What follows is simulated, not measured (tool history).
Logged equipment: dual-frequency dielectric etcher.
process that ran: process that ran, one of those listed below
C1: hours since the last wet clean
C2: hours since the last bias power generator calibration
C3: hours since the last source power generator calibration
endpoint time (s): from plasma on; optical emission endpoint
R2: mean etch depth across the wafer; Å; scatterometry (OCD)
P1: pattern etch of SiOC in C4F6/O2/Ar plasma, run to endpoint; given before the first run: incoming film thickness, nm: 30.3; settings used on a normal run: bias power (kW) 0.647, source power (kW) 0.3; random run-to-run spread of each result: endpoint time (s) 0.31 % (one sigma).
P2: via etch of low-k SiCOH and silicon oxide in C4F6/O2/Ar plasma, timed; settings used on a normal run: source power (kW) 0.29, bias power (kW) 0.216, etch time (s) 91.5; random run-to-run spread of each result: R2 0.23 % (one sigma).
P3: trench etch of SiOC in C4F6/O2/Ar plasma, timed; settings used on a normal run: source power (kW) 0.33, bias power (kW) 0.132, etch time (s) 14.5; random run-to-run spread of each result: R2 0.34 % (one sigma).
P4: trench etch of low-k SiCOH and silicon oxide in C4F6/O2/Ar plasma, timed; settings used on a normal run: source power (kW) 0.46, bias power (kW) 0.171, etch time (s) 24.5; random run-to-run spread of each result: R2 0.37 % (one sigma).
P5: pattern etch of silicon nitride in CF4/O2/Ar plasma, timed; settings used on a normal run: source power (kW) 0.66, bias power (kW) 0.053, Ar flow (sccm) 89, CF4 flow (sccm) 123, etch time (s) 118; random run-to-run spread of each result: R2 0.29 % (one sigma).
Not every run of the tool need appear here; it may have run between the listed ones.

run 1 hour=2.6 | process_that_ran=P1 bias_power_(kW)=0.647 source_power_(kW)=0.3 | C1=103.1 C2=1189.7 C3=1031.2 | endpoint_time_(s)=9.8459
run 2 hour=8.1 | process_that_ran=P3 bias_power_(kW)=0.132 source_power_(kW)=0.43 etch_time_(s)=14.5 | C1=108.6 C2=1195.2 C3=1036.7 | R2=284.51
run 3 hour=11.4 | process_that_ran=P5 bias_power_(kW)=0.053 source_power_(kW)=0.51 etch_time_(s)=118 Ar_flow_(sccm)=89 CF4_flow_(sccm)=123 | C1=111.9 C2=1198.5 C3=1040 | R2=2413.6
run 4 hour=17.1 | process_that_ran=P4 bias_power_(kW)=0.171 source_power_(kW)=0.46 etch_time_(s)=24.5 | C1=117.6 C2=1204.2 C3=1045.7 | R2=756.2
run 5 hour=20.7 | process_that_ran=P1 bias_power_(kW)=0.647 source_power_(kW)=0.39 | C1=121.2 C2=1207.8 C3=1049.3 | endpoint_time_(s)=8.8627
run 6 hour=25.5 | process_that_ran=P3 bias_power_(kW)=0.132 source_power_(kW)=0.33 etch_time_(s)=14.5 | C1=126 C2=1212.6 C3=1054.1 | R2=256.11
run 7 hour=30.8 | process_that_ran=P4 bias_power_(kW)=0.23 source_power_(kW)=0.46 etch_time_(s)=24.5 | C1=131.3 C2=1217.9 C3=1059.4 | R2=826.3
run 8 hour=34.7 | process_that_ran=P2 bias_power_(kW)=0.216 source_power_(kW)=0.29 etch_time_(s)=91.5 | C1=135.2 C2=1221.8 C3=1063.3 | R2=2379.8
run 9 hour=38.8 | process_that_ran=P5 bias_power_(kW)=0.053 source_power_(kW)=0.66 etch_time_(s)=118 Ar_flow_(sccm)=61 CF4_flow_(sccm)=123 | C1=139.3 C2=1225.9 C3=1067.4 | R2=3149.9
run 10 hour=41.8 | process_that_ran=P1 bias_power_(kW)=0.416 source_power_(kW)=0.3 | C1=142.3 C2=1228.9 C3=1070.4 | endpoint_time_(s)=11.623
run 11 hour=47.4 | process_that_ran=P4 bias_power_(kW)=0.171 source_power_(kW)=0.27 etch_time_(s)=24.5 | C1=147.9 C2=1234.5 C3=1076 | R2=612.47
run 12 hour=50.3 | process_that_ran=P1 bias_power_(kW)=0.647 source_power_(kW)=0.3 | C1=150.8 C2=1237.4 C3=1078.9 | endpoint_time_(s)=9.8315
run 13 hour=53.8 | process_that_ran=P5 bias_power_(kW)=0.053 source_power_(kW)=0.66 etch_time_(s)=118 Ar_flow_(sccm)=89 CF4_flow_(sccm)=76 | C1=154.3 C2=1240.9 C3=1082.4 | R2=2853.1
run 14 hour=59 | process_that_ran=P5 bias_power_(kW)=0.053 source_power_(kW)=0.66 etch_time_(s)=118 Ar_flow_(sccm)=89 CF4_flow_(sccm)=123 | C1=159.5 C2=1246.1 C3=1087.6 | R2=3037.1
run 15 hour=64.4 | process_that_ran=P1 bias_power_(kW)=0.844 source_power_(kW)=0.21 | C1=164.9 C2=1251.5 C3=1093 | endpoint_time_(s)=9.9701
run 16 hour=69.3 | process_that_ran=P5 bias_power_(kW)=0.053 source_power_(kW)=0.66 etch_time_(s)=177.5 Ar_flow_(sccm)=89 CF4_flow_(sccm)=123 | C1=169.8 C2=1256.4 C3=1097.9 | R2=4554.8
-- hour=72.7 source power generator calibrated
run 17 hour=74.3 | process_that_ran=P3 bias_power_(kW)=0.094 source_power_(kW)=0.33 etch_time_(s)=14.5 | C1=174.8 C2=1261.4 C3=1.7 | R2=232
run 18 hour=77.4 | process_that_ran=P1 bias_power_(kW)=0.647 source_power_(kW)=0.3 | C1=177.9 C2=1264.5 C3=4.8 | endpoint_time_(s)=9.7558
run 19 hour=81.3 | process_that_ran=P2 bias_power_(kW)=0.216 source_power_(kW)=0.29 etch_time_(s)=91.5 | C1=181.8 C2=1268.4 C3=8.7 | R2=2386
run 20 hour=85.1 | process_that_ran=P5 bias_power_(kW)=0.043 source_power_(kW)=0.66 etch_time_(s)=118 Ar_flow_(sccm)=89 CF4_flow_(sccm)=123 | C1=185.6 C2=1272.2 C3=12.5 | R2=2823.8
run 21 hour=88.4 | process_that_ran=P1 bias_power_(kW)=0.647 source_power_(kW)=0.3 | C1=188.9 C2=1275.5 C3=15.8 | endpoint_time_(s)=9.8227
run 22 hour=93.4 | process_that_ran=P1 bias_power_(kW)=0.647 source_power_(kW)=0.23 | C1=193.9 C2=1280.5 C3=20.8 | endpoint_time_(s)=10.879
run 23 hour=97.7 | process_that_ran=P2 bias_power_(kW)=0.135 source_power_(kW)=0.29 etch_time_(s)=91.5 | C1=198.2 C2=1284.8 C3=25.1 | R2=2033.1
run 24 hour=102.9 | process_that_ran=P1 bias_power_(kW)=0.647 source_power_(kW)=0.3 | C1=203.4 C2=1290 C3=30.3 | endpoint_time_(s)=9.7653
run 25 hour=106.4 | process_that_ran=P1 bias_power_(kW)=0.896 source_power_(kW)=0.3 | C1=206.9 C2=1293.5 C3=33.8 | endpoint_time_(s)=8.6432
run 26 hour=111.2 | process_that_ran=P1 bias_power_(kW)=0.863 source_power_(kW)=0.21 | C1=211.7 C2=1298.3 C3=38.6 | endpoint_time_(s)=9.9229

Forecast run 27:
run 27 hour=113.8 | process_that_ran=P1 bias_power_(kW)=0.647 source_power_(kW)=0.3 | C1=214.3 C2=1300.9 C3=41.2 | endpoint_time_(s)=?

{"run 27": {"endpoint time (s)": 9.8312}}

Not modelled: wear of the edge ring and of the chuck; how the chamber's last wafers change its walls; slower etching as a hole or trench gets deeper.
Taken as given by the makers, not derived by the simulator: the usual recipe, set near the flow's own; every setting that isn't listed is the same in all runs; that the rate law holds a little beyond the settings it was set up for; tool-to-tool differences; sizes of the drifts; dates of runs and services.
